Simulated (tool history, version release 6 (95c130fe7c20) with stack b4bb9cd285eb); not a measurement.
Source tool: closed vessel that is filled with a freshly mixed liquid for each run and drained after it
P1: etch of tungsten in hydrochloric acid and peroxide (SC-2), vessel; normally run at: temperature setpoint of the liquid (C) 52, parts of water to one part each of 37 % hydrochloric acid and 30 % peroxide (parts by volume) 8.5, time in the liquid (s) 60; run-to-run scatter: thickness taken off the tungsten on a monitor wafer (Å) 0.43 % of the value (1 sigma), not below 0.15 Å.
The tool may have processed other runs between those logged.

run,hour,temperature setpoint of the liquid (C),parts of water to one part each of 37 % hydrochloric acid and 30 % peroxide (parts by volume),time in the liquid (s),hours since the thermometer was replaced,hours since the chemicals flow meter was replaced,hours since the drum of peroxide was connected,thickness taken off the tungsten on a monitor wafer (Å)
1,9.5,52,8.5,60,577.9,1452.5,904.4,142.48
2,19.7,52,8.5,60,588.1,1462.7,914.6,143.05
3,28.2,52,8.5,60,596.6,1471.2,923.1,142.67
4,36.7,62,8.5,30,605.1,1479.7,931.6,135.76
5,45.4,66.5,8.5,35,613.8,1488.4,940.3,206.85
6,53.4,52,8.5,30,621.8,1496.4,948.3,70.659
7,61.6,52,8.5,120,630,1504.6,956.5,285.94
8,71.1,64.5,8.5,60,639.5,1514.1,966,313.82
9,84.4,52,8.5,60,652.8,1527.4,979.3,142.74
# hour 91.1: thermometer replaced
10,97.5,62,8.5,30,6.5,1540.5,992.4,134.71
11,112.1,52,4,60,21.1,1555.1,1007,249.4
12,124.8,52,8.5,60,33.8,1567.8,1019.7,142.01
13,139.3,39.5,8.5,60,48.3,1582.3,1034.2,60.365

For run 14, what comes out?
14,153.3,52,13,60,62.3,1596.3,1048.2,?

Run 14 yielded thickness taken off the tungsten on a monitor wafer (Å) 99.7.
